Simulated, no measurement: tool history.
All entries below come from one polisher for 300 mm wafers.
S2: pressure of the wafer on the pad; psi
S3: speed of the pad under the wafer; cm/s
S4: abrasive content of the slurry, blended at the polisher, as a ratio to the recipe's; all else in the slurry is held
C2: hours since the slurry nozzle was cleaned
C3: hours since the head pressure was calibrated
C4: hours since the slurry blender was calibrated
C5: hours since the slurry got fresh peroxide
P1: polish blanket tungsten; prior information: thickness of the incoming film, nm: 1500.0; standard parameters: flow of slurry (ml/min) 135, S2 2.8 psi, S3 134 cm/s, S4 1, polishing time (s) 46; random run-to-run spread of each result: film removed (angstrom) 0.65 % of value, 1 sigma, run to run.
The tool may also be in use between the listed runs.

{"run": 1, "hour": 6.8, "flow of slurry (ml/min)": 135, "S2": 2.8, "S3": 134, "S4": 1, "polishing time (s)": 46, "wafers polished on this pad": 269, "C2": 236.4, "C3": 317.8, "C4": 288.7, "C5": 84.9, "film removed (angstrom)": 2017.8}
{"run": 2, "hour": 12.0, "flow of slurry (ml/min)": 135, "S2": 2.8, "S3": 134, "S4": 1, "polishing time (s)": 46, "wafers polished on this pad": 322, "C2": 241.6, "C3": 323, "C4": 293.9, "C5": 90.1, "film removed (angstrom)": 2037.7}
{"run": 3, "hour": 16.9, "flow of slurry (ml/min)": 205, "S2": 2.8, "S3": 134, "S4": 1, "polishing time (s)": 22, "wafers polished on this pad": 371, "C2": 246.5, "C3": 327.9, "C4": 298.8, "C5": 95, "film removed (angstrom)": 1045.2}
{"run": 4, "hour": 21.5, "flow of slurry (ml/min)": 135, "S2": 2.8, "S3": 134, "S4": 1, "polishing time (s)": 23, "wafers polished on this pad": 418, "C2": 251.1, "C3": 332.5, "C4": 303.4, "C5": 99.6, "film removed (angstrom)": 1016.5}
{"run": 5, "hour": 30.0, "flow of slurry (ml/min)": 135, "S2": 2.8, "S3": 134, "S4": 1, "polishing time (s)": 46, "wafers polished on this pad": 503, "C2": 259.6, "C3": 341, "C4": 311.9, "C5": 108.1, "film removed (angstrom)": 2041}
{"run": 6, "hour": 34.5, "flow of slurry (ml/min)": 80, "S2": 2.8, "S3": 134, "S4": 1, "polishing time (s)": 46, "wafers polished on this pad": 549, "C2": 264.1, "C3": 345.5, "C4": 316.4, "C5": 112.6, "film removed (angstrom)": 1792.9}
{"run": 7, "hour": 39.3, "flow of slurry (ml/min)": 135, "S2": 2.8, "S3": 134, "S4": 0.75, "polishing time (s)": 46, "wafers polished on this pad": 597, "C2": 268.9, "C3": 350.3, "C4": 321.2, "C5": 117.4, "film removed (angstrom)": 1879.7}
{"run": 8, "hour": 47.6, "flow of slurry (ml/min)": 135, "S2": 1.9, "S3": 134, "S4": 1, "polishing time (s)": 46, "wafers polished on this pad": 681, "C2": 277.2, "C3": 358.6, "C4": 329.5, "C5": 125.7, "film removed (angstrom)": 1371.2}
{"run": 9, "hour": 52.3, "flow of slurry (ml/min)": 135, "S2": 2.8, "S3": 200, "S4": 1, "polishing time (s)": 46, "wafers polished on this pad": 728, "C2": 281.9, "C3": 363.3, "C4": 334.2, "C5": 130.4, "film removed (angstrom)": 3035.5}
{"run": 10, "hour": 59.0, "flow of slurry (ml/min)": 135, "S2": 2.8, "S3": 134, "S4": 1.4, "polishing time (s)": 46, "wafers polished on this pad": 796, "C2": 288.6, "C3": 370, "C4": 340.9, "C5": 137.1, "film removed (angstrom)": 2176.7}
{"run": 11, "hour": 66.4, "flow of slurry (ml/min)": 135, "S2": 2.8, "S3": 134, "S4": 1, "polishing time (s)": 71, "wafers polished on this pad": 870, "C2": 296, "C3": 377.4, "C4": 348.3, "C5": 144.5, "film removed (angstrom)": 3183.6}
{"run": 12, "hour": 73.8, "flow of slurry (ml/min)": 195, "S2": 2.8, "S3": 134, "S4": 1, "polishing time (s)": 46, "wafers polished on this pad": 945, "C2": 303.4, "C3": 384.8, "C4": 355.7, "C5": 151.9, "film removed (angstrom)": 2166.3}
{"run": 13, "hour": 79.3, "flow of slurry (ml/min)": 135, "S2": 2.8, "S3": 134, "S4": 1, "polishing time (s)": 46, "wafers polished on this pad": 1000, "C2": 308.9, "C3": 390.3, "C4": 361.2, "C5": 157.4, "film removed (angstrom)": 2020.5}
{"run": 14, "hour": 85.8, "flow of slurry (ml/min)": 135, "S2": 2.8, "S3": 134, "S4": 1, "polishing time (s)": 46, "wafers polished on this pad": 1066, "C2": 315.4, "C3": 396.8, "C4": 367.7, "C5": 163.9, "film removed (angstrom)": 2029.8}
{"run": 15, "hour": 91.7, "flow of slurry (ml/min)": 135, "S2": 2.8, "S3": 62, "S4": 1, "polishing time (s)": 46, "wafers polished on this pad": 1125, "C2": 321.3, "C3": 402.7, "C4": 373.6, "C5": 169.8, "film removed (angstrom)": 943.59}
{"run": 16, "hour": 97.8, "flow of slurry (ml/min)": 135, "S2": 3.8, "S3": 134, "S4": 1, "polishing time (s)": 46, "wafers polished on this pad": 1187, "C2": 327.4, "C3": 408.8, "C4": 379.7, "C5": 175.9, "film removed (angstrom)": 2761}
{"run": 17, "hour": 105.2, "flow of slurry (ml/min)": 135, "S2": 2.8, "S3": 134, "S4": 1, "polishing time (s)": 46, "wafers polished on this pad": 1261, "C2": 334.8, "C3": 416.2, "C4": 387.1, "C5": 183.3, "film removed (angstrom)": 2045.2}
{"run": 18, "hour": 113.4, "flow of slurry (ml/min)": 135, "S2": 2.8, "S3": 134, "S4": 1, "polishing time (s)": 46, "wafers polished on this pad": 1344, "C2": 343, "C3": 424.4, "C4": 395.3, "C5": 191.5, "film removed (angstrom)": 1940.1}
{"run": 19, "hour": 121.7, "flow of slurry (ml/min)": 135, "S2": 2.8, "S3": 134, "S4": 1, "polishing time (s)": 46, "wafers polished on this pad": 1428, "C2": 351.3, "C3": 432.7, "C4": 403.6, "C5": 199.8, "film removed (angstrom)": 1894.5}
{"hour": 126.4, "done": "slurry blender recalibrated"}
{"run": 20, "hour": 128.2, "flow of slurry (ml/min)": 135, "S2": 2.8, "S3": 134, "S4": 1, "polishing time (s)": 46, "wafers polished on this pad": 1493, "C2": 357.8, "C3": 439.2, "C4": 1.8, "C5": 206.3, "film removed (angstrom)": 1857.8}
{"hour": 130.1, "done": "worn pad replaced by a new one"}
{"run": 21, "hour": 132.5, "flow of slurry (ml/min)": 135, "S2": 2.8, "S3": 134, "S4": 1, "polishing time (s)": 46, "wafers polished on this pad": 24, "C2": 362.1, "C3": 443.5, "C4": 6.1, "C5": 210.6, "film removed (angstrom)": 1865.1}
{"hour": 139.4, "done": "head pressure recalibrated"}
{"run": 22, "hour": 139.7, "flow of slurry (ml/min)": 135, "S2": 2.8, "S3": 134, "S4": 1, "polishing time (s)": 46, "wafers polished on this pad": 97, "C2": 369.3, "C3": 0.4, "C4": 13.3, "C5": 217.8, "film removed (angstrom)": 1848.9}
{"run": 23, "hour": 146.6, "flow of slurry (ml/min)": 135, "S2": 2.8, "S3": 134, "S4": 1, "polishing time (s)": 46, "wafers polished on this pad": 167, "C2": 376.2, "C3": 7.3, "C4": 20.2, "C5": 224.7, "film removed (angstrom)": 1848}
{"run": 24, "hour": 154.4, "flow of slurry (ml/min)": 135, "S2": 2.8, "S3": 134, "S4": 1, "polishing time (s)": 46, "wafers polished on this pad": 245, "C2": 384, "C3": 15.1, "C4": 28, "C5": 232.5, "film removed (angstrom)": 1834.2}

P1 has crept away from where it was. The log is fitted equally well by each of these 2 causes, at the sizes shown:
A: peroxide lost from the slurry, % = 22.5
B: slurry flow missing at the pad, % = 34.8
At approximately hour 105.2, the process output began to creep.
The rest of the possible causes, and what rules out each one:
removal rate lost through wear of the pad, %: maintenance at hour 130.1, after the shift began, did not return the process to its former output
head's pressure below its setpoint, %: maintenance at hour 139.4, after the shift began, did not return the process to its former output
abrasive missing from the slurry, %: maintenance at hour 126.4, after the shift began, did not return the process to its former output

You are offered 4 check runs, listed below with question marks in place of their results; each one averages 2 wafers. Which run separates the listed causes by giving clearly different results for each?
{"run": "check 1", "hour": 162.2, "flow of slurry (ml/min)": 135, "S2": 2.8, "S3": 66, "S4": 1, "polishing time (s)": 46, "film removed (angstrom)": "?"}
{"run": "check 2", "hour": 162.2, "flow of slurry (ml/min)": 135, "S2": 2.8, "S3": 68, "S4": 1, "polishing time (s)": 46, "film removed (angstrom)": "?"}
{"run": "check 3", "hour": 162.2, "flow of slurry (ml/min)": 135, "S2": 2.8, "S3": 82, "S4": 0.8, "polishing time (s)": 46, "film removed (angstrom)": "?"}
{"run": "check 4", "hour": 162.2, "flow of slurry (ml/min)": 90, "S2": 2.8, "S3": 164, "S4": 1, "polishing time (s)": 46, "film removed (angstrom)": "?"}

What every check run would give for each of its results, assuming each possible cause in turn:
check=check_1 result=film_removed_(angstrom) if_A=905.75 if_B=906
check=check_2 result=film_removed_(angstrom) if_A=933.19 if_B=933.45
check=check_3 result=film_removed_(angstrom) if_A=1068.1 if_B=1068.4
check=check_4 result=film_removed_(angstrom) if_A=2049.8 if_B=1966.4
Separation of the two closest causes in each check, using whichever result separates them best: check 1 0.03 %; check 2 0.03 %; check 3 0.03 %; check 4 4.15 %
Check 4 is the one run that separates the causes; every other check would come out nearly the same whichever cause is at work.

With check 4 done, the readings were: film removed (angstrom) 2031.2. Identify which of the listed causes applies.

The cause is A: peroxide lost from the slurry, %.
